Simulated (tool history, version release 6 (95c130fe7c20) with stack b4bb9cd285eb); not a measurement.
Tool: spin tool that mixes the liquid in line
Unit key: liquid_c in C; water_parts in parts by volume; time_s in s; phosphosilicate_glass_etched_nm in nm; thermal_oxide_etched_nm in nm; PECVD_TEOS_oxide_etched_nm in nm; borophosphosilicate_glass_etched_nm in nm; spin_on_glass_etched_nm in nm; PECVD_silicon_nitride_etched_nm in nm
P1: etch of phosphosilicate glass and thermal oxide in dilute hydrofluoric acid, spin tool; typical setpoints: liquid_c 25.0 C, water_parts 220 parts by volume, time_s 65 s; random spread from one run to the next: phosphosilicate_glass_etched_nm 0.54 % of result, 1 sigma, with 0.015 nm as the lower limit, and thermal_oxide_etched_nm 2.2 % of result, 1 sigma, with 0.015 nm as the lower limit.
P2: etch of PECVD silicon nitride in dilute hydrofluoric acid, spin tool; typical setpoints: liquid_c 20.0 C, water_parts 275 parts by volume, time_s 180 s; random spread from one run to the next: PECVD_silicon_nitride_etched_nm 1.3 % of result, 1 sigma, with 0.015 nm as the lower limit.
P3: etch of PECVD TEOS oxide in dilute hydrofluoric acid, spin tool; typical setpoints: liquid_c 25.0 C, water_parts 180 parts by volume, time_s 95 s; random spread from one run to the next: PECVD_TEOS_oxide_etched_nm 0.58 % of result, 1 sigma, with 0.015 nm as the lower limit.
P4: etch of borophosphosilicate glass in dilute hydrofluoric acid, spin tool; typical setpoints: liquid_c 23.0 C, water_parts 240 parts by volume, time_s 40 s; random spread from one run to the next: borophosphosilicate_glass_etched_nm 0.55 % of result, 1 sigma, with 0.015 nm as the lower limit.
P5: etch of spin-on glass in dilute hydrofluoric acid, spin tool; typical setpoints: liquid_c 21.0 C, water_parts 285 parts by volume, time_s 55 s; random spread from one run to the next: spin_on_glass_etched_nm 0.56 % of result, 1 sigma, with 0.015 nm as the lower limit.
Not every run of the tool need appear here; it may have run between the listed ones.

| run | hour | process | liquid_c | water_parts | time_s | hours since the thermometer was replaced | hours since the hydrofluoric acid flow meter was replaced | phosphosilicate_glass_etched_nm | thermal_oxide_etched_nm | PECVD_TEOS_oxide_etched_nm | borophosphosilicate_glass_etched_nm | spin_on_glass_etched_nm | PECVD_silicon_nitride_etched_nm |
|---|---|---|---|---|---|---|---|---|---|---|---|---|---|
| 1 | 5.4 | P1 | 25.0 | 220 | 65 | 167.3 | 464.9 | 30.1640 | 1.23080 |  |  |  |  |
| 2 | 9.5 | P1 | 25.0 | 220 | 15 | 171.4 | 469.0 | 6.9171 | 0.28927 |  |  |  |  |
| 3 | 12.6 | P3 | 25.0 | 180 | 95 | 174.5 | 472.1 |  |  | 9.7756 |  |  |  |
| 4 | 19.4 | P1 | 25.0 | 220 | 65 | 181.3 | 478.9 | 30.1840 | 1.20770 |  |  |  |  |
| 5 | 24.8 | P4 | 17.0 | 240 | 40 | 186.7 | 484.3 |  |  |  | 7.6052 |  |  |
| 6 | 29.6 | P1 | 25.0 | 395 | 35 | 191.5 | 489.1 | 7.4817 | 0.31682 |  |  |  |  |
| 7 | 36.4 | P5 | 21.0 | 415 | 55 | 198.3 | 495.9 |  |  |  |  | 2.6361 |  |
| 8 | 40.9 | P1 | 25.0 | 385 | 65 | 202.8 | 500.4 | 14.5210 | 0.62140 |  |  |  |  |
| 9 | 46.3 | P1 | 25.0 | 220 | 65 | 208.2 | 505.8 | 29.8010 | 1.25380 |  |  |  |  |
| 10 | 49.8 | P1 | 25.0 | 220 | 65 | 211.7 | 509.3 | 30.2370 | 1.23840 |  |  |  |  |
| 11 | 53.5 | P5 | 17.5 | 285 | 55 | 215.4 | 513.0 |  |  |  |  | 3.7619 |  |
| 12 | 59.1 | P2 | 20.0 | 275 | 285 | 221.0 | 518.6 |  |  |  |  |  | 2.6466 |
| 13 | 62.9 | P1 | 21.0 | 220 | 65 | 224.8 | 522.4 | 25.8500 | 1.06990 |  |  |  |  |
| 14 | 68.1 | P4 | 23.0 | 240 | 40 | 230.0 | 527.6 |  |  |  | 9.4699 |  |  |
| 15 | 71.8 | P5 | 21.0 | 285 | 110 | 233.7 | 531.3 |  |  |  |  | 8.4464 |  |
| 16 | 76.8 | P3 | 20.0 | 180 | 95 | 238.7 | 536.3 |  |  | 8.2257 |  |  |  |
| 17 | 83.2 | P4 | 23.0 | 125 | 40 | 245.1 | 542.7 |  |  |  | 20.3300 |  |  |
| 18 | 88.3 | P1 | 25.0 | 45 | 65 | 250.2 | 547.8 | 182.1600 | 7.54400 |  |  |  |  |
| 19 | 93.5 | P5 | 21.0 | 285 | 55 | 255.4 | 553.0 |  |  |  |  | 4.2866 |  |
| 20 | 99.6 | P4 | 23.0 | 240 | 80 | 261.5 | 559.1 |  |  |  | 18.8810 |  |  |
| 21 | 106.5 | P1 | 25.0 | 220 | 65 | 268.4 | 566.0 | 29.9410 | 1.19230 |  |  |  |  |
| 22 | 110.1 | P1 | 30.0 | 220 | 40 | 272.0 | 569.6 | 21.9910 | 0.85404 |  |  |  |  |
| 23 | 115.8 | P1 | 18.5 | 220 | 20 | 277.7 | 575.3 | 7.2906 | 0.27534 |  |  |  |  |
| 24 | 119.6 | P2 | 20.0 | 275 | 180 | 281.5 | 579.1 |  |  |  |  |  | 1.6448 |
| 25 | 126.6 | P2 | 20.0 | 275 | 180 | 288.5 | 586.1 |  |  |  |  |  | 1.6791 |
| 26 | 132.7 | P3 | 25.0 | 180 | 175 | 294.6 | 592.2 |  |  | 18.0840 |  |  |  |
| 27 | 138.9 | P2 | 17.0 | 275 | 180 | 300.8 | 598.4 |  |  |  |  |  | 1.3702 |
| 28 | 143.7 | P2 | 20.0 | 145 | 180 | 305.6 | 603.2 |  |  |  |  |  | 3.0776 |
| 29 | 148.7 | P5 | 21.0 | 285 | 55 | 310.6 | 608.2 |  |  |  |  | 4.2404 |  |
| 30 | 152.1 | P1 | 31.5 | 220 | 65 | 314.0 | 611.6 | 38.0050 | 1.56820 |  |  |  |  |
| 31 | 156.1 | P3 | 25.0 | 320 | 95 | 318.0 | 615.6 |  |  | 4.7193 |  |  |  |
| 32 | 159.2 | P1 | 25.0 | 220 | 105 | 321.1 | 618.7 | 48.2890 | 1.98740 |  |  |  |  |
| 33 | 163.5 | P3 | 25.0 | 180 | 95 | 325.4 | 623.0 |  |  | 9.8149 |  |  |  |
| 34 | 167.0 | P1 | 25.0 | 220 | 65 | 328.9 | 626.5 | 30.1530 | 1.23880 |  |  |  |  |
| 35 | 173.5 | P1 | 25.0 | 220 | 65 | 335.4 | 633.0 | 30.9660 | 1.29520 |  |  |  |  |
| 36 | 180.0 | P1 | 25.0 | 220 | 65 | 341.9 | 639.5 | 31.2050 | 1.32170 |  |  |  |  |
| 37 | 184.8 | P1 | 25.0 | 220 | 65 | 346.7 | 644.3 | 31.4000 | 1.27450 |  |  |  |  |
| 38 | 191.0 | P1 | 25.0 | 220 | 65 | 352.9 | 650.5 | 32.0110 | 1.27310 |  |  |  |  |
| 39 | 197.5 | P1 | 25.0 | 220 | 65 | 359.4 | 657.0 | 32.2080 | 1.30500 |  |  |  |  |
| 40 | 204.2 | P1 | 25.0 | 220 | 65 | 366.1 | 663.7 | 31.8230 | 1.31350 |  |  |  |  |
| 41 | 208.3 | P1 | 25.0 | 220 | 65 | 370.2 | 667.8 | 32.1200 | 1.26890 |  |  |  |  |

P1 no longer gives what it gave before; its output has crept away from where it was. The following 2 causes, each at its listed size, fit the log equally well:
A: liquid hotter than its thermometer reads (K) = 1.86
B: hydrofluoric acid flow above the setpoint (%) = 5.53
The drift started at roughly hour 167.0.

Which of the 4 check runs listed below, each an average over 3 wafers with its results shown as question marks, gives clearly different results under the different listed causes?
| check 1 | 212.4 | P3 | 25.0 | 180 | 95 |  |  |  |  | ? |  |  |  |
| check 2 | 212.4 | P4 | 23.0 | 240 | 40 |  |  |  |  |  | ? |  |  |
| check 3 | 212.4 | P2 | 20.0 | 275 | 180 |  |  |  |  |  |  |  | ? |
| check 4 | 212.4 | P5 | 21.0 | 285 | 55 |  |  |  |  |  |  | ? |  |

If the cause were each of the candidates in turn, the checks would give the following:
| check | result | if A | if B |
|---|---|---|---|
| check 1 | PECVD_TEOS_oxide_etched_nm | 10.4670 | 10.4280 |
| check 2 | borophosphosilicate_glass_etched_nm | 10.1400 | 10.1350 |
| check 3 | PECVD_silicon_nitride_etched_nm | 1.8503 | 1.7323 |
| check 4 | spin_on_glass_etched_nm | 4.5361 | 4.5399 |
Separation of the two closest causes in each check, using whichever result separates them best: check 1 0.37 %; check 2 0.05 %; check 3 6.59 %; check 4 0.08 %
The causes can be told apart only by check 3. The other checks would give nearly the same results under each of them.

Check 3 has now been run. It gave: PECVD_silicon_nitride_etched_nm 1.8383 nm. Which of the candidate causes is it?

The cause is A: liquid hotter than its thermometer reads (K).

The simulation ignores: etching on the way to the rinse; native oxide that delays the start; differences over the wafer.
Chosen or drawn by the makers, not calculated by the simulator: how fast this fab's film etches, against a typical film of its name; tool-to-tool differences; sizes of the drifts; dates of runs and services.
